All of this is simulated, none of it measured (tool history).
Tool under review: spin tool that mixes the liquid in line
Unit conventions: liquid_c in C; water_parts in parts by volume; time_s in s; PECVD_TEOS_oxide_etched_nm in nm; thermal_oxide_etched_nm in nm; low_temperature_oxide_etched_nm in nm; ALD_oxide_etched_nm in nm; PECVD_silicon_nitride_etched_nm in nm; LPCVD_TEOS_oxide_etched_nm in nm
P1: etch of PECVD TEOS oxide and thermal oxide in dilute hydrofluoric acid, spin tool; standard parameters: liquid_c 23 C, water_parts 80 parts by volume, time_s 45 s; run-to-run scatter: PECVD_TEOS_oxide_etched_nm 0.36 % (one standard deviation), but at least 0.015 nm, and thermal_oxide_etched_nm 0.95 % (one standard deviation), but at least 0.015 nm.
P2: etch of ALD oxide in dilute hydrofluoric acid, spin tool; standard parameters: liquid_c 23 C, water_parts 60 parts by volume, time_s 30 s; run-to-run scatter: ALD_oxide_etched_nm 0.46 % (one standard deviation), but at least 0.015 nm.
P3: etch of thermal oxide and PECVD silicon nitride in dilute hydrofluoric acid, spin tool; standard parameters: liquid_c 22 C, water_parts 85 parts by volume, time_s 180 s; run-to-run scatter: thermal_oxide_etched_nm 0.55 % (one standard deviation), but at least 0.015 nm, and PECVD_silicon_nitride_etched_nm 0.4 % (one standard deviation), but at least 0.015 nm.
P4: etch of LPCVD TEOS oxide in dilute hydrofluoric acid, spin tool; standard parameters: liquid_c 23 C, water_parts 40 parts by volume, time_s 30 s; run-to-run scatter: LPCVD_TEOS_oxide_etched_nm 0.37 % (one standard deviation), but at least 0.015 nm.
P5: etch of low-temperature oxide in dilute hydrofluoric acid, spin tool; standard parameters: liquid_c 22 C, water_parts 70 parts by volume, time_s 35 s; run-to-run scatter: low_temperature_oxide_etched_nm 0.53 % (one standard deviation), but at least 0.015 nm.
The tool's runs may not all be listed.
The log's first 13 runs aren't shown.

| run | hour | process | liquid_c | water_parts | time_s | hours since the thermometer was replaced | hours since the hydrofluoric acid flow meter was replaced | PECVD_TEOS_oxide_etched_nm | thermal_oxide_etched_nm | low_temperature_oxide_etched_nm | ALD_oxide_etched_nm | PECVD_silicon_nitride_etched_nm | LPCVD_TEOS_oxide_etched_nm |
|---|---|---|---|---|---|---|---|---|---|---|---|---|---|
| 14 | 126.9 | P1 | 23 | 80 | 75 | 2174.2 | 914.5 | 9.9882 | 4.5619 |  |  |  |  |
| 15 | 134.6 | P3 | 22 | 85 | 180 | 2181.9 | 922.2 |  | 9.3692 |  |  | 8.6233 |  |
| 16 | 142.7 | P2 | 23 | 90 | 30 | 2190 | 930.3 |  |  |  | 6.4212 |  |  |
| 17 | 153.4 | P4 | 23 | 55 | 30 | 2200.7 | 941 |  |  |  |  |  | 16.591 |
| 18 | 163.8 | P3 | 22 | 40 | 180 | 2211.1 | 951.4 |  | 21.238 |  |  | 18.306 |  |
| 19 | 170.2 | P4 | 17 | 40 | 30 | 2217.5 | 957.8 |  |  |  |  |  | 18.013 |
| 20 | 178.4 | P5 | 30 | 70 | 35 | 2225.7 | 966 |  |  | 16.698 |  |  |  |
| 21 | 183.5 | P3 | 22 | 85 | 180 | 2230.8 | 971.1 |  | 9.4744 |  |  | 8.7178 |  |
| 22 | 189 | P4 | 23 | 40 | 30 | 2236.3 | 976.6 |  |  |  |  |  | 23.222 |
| 23 | 194.1 | P2 | 23 | 60 | 15 | 2241.4 | 981.7 |  |  |  | 4.9809 |  |  |
| 24 | 205.5 | P1 | 27 | 80 | 45 | 2252.8 | 993.1 | 7.0832 | 3.277 |  |  |  |  |
| 25 | 213.4 | P5 | 22 | 105 | 35 | 2260.7 | 1001 |  |  | 7.7024 |  |  |  |
| 26 | 221.9 | P1 | 23 | 20 | 45 | 2269.2 | 1009.5 | 26.081 | 11.821 |  |  |  |  |
| 27 | 229.5 | P1 | 23 | 80 | 45 | 2276.8 | 1017.1 | 6.0277 | 2.7726 |  |  |  |  |
| 28 | 237.8 | P1 | 23 | 80 | 45 | 2285.1 | 1025.4 | 5.9883 | 2.7874 |  |  |  |  |
| 29 | 248.8 | P1 | 23 | 80 | 45 | 2296.1 | 1036.4 | 6.0401 | 2.7137 |  |  |  |  |

What will run 30 give?
| 30 | 256.4 | P1 | 23 | 125 | 45 | 2303.7 | 1044 | ? | ? |  |  |  |  |

For run 30 the tool returned PECVD_TEOS_oxide_etched_nm 3.6327 nm, thermal_oxide_etched_nm 1.7035 nm.
